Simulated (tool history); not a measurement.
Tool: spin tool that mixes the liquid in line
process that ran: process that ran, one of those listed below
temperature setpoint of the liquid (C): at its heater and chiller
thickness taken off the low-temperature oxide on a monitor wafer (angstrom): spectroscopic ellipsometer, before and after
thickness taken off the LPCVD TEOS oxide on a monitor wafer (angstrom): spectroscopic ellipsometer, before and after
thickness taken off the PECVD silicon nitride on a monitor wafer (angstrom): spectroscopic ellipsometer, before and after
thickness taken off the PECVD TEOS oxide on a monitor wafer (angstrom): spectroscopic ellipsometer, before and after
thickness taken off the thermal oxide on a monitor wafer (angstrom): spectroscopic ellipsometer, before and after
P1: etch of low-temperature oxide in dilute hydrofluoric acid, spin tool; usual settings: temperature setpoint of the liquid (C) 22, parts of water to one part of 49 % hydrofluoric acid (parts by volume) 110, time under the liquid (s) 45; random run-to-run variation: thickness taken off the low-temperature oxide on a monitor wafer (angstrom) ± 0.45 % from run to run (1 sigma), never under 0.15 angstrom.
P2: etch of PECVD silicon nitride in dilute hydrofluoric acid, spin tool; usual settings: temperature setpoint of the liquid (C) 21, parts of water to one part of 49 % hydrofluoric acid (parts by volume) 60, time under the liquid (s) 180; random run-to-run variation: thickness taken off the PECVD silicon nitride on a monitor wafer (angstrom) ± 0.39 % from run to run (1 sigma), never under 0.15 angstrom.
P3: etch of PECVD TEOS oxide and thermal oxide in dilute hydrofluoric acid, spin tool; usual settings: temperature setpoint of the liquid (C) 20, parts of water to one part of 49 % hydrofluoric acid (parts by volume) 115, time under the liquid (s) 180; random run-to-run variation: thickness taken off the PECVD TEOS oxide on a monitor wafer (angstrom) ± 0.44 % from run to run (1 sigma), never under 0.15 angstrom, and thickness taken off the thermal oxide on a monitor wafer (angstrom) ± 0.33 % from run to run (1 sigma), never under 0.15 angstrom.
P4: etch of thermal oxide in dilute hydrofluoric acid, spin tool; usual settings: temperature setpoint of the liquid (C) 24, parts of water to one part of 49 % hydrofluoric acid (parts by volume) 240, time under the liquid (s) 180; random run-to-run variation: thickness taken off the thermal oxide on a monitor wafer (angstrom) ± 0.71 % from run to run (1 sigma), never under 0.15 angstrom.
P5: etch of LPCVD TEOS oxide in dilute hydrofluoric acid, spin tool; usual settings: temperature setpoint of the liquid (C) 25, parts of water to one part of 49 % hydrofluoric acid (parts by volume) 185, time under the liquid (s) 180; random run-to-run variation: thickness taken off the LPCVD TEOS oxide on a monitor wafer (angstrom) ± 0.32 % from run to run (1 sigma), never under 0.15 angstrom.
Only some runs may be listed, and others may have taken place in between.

run,hour,process that ran,temperature setpoint of the liquid (C),parts of water to one part of 49 % hydrofluoric acid (parts by volume),time under the liquid (s),hours since the thermometer was replaced,hours since the hydrofluoric acid flow meter was replaced,thickness taken off the low-temperature oxide on a monitor wafer (angstrom),thickness taken off the LPCVD TEOS oxide on a monitor wafer (angstrom),thickness taken off the PECVD silicon nitride on a monitor wafer (angstrom),thickness taken off the PECVD TEOS oxide on a monitor wafer (angstrom),thickness taken off the thermal oxide on a monitor wafer (angstrom)
1,6.6,P1,22,110,45,1746.8,255.1,80.283,,,,
2,13.1,P5,25,310,180,1753.3,261.6,,126.32,,,
3,18.3,P1,17,110,45,1758.5,266.8,64.776,,,,
4,24.1,P1,22,160,75,1764.3,272.6,87.777,,,,
5,29.7,P2,21,20,180,1769.9,278.2,,,207.1,,
6,38.9,P2,21,60,180,1779.1,287.4,,,70.974,,
7,46.6,P3,26.5,115,180,1786.8,295.1,,,,244.62,81.17
8,50.9,P1,22,110,45,1791.1,299.4,80.478,,,,
# hour 58.2: thermometer replaced
9,60.6,P1,22,110,75,2.4,309.1,133.28,,,,
10,64.9,P1,22,110,45,6.7,313.4,80.301,,,,
11,71,P4,24,240,180,12.8,319.5,,,,,31.231
# hour 74.3: hydrofluoric acid flow meter replaced
12,75.6,P4,17,240,180,17.4,1.3,,,,,24.271
13,81.9,P1,22,110,15,23.7,7.6,26.96,,,,
14,91.1,P5,25,185,180,32.9,16.8,,240.5,,,
15,97.1,P3,20,25,180,38.9,22.8,,,,970.33,320.91
16,102.3,P1,22,110,45,44.1,28,80.169,,,,
17,110,P5,25,185,180,51.8,35.7,,239.74,,,
18,116.8,P2,25,60,180,58.6,42.5,,,93.645,,
19,125,P1,22,20,45,66.8,50.7,490.05,,,,
20,130.8,P1,26,110,65,72.6,56.5,135.43,,,,
21,140.5,P5,17.5,185,180,82.3,66.2,,180.91,,,
22,144.8,P5,25,185,30,86.6,70.5,,40.06,,,
23,150.3,P3,20,115,180,92.1,76,,,,191.07,63.161
24,159.2,P2,21,60,360,101,84.9,,,142.11,,
25,168.3,P3,20,115,55,110.1,94,,,,58.026,19.258
26,175.2,P1,22,185,45,117,100.9,44.162,,,,
27,180.6,P4,24,240,180,122.4,106.3,,,,,31.208
28,188.8,P3,20,115,180,130.6,114.5,,,,189.47,62.984
29,198.1,P1,29.5,110,45,139.9,123.8,107.35,,,,
30,205.5,P4,24,45,180,147.3,131.2,,,,,210.55

Forecast run 31:
31,211.7,P4,24,240,310,153.5,137.4,,,,,?

Run 31 came out at thickness taken off the thermal oxide on a monitor wafer (angstrom) 53.679.
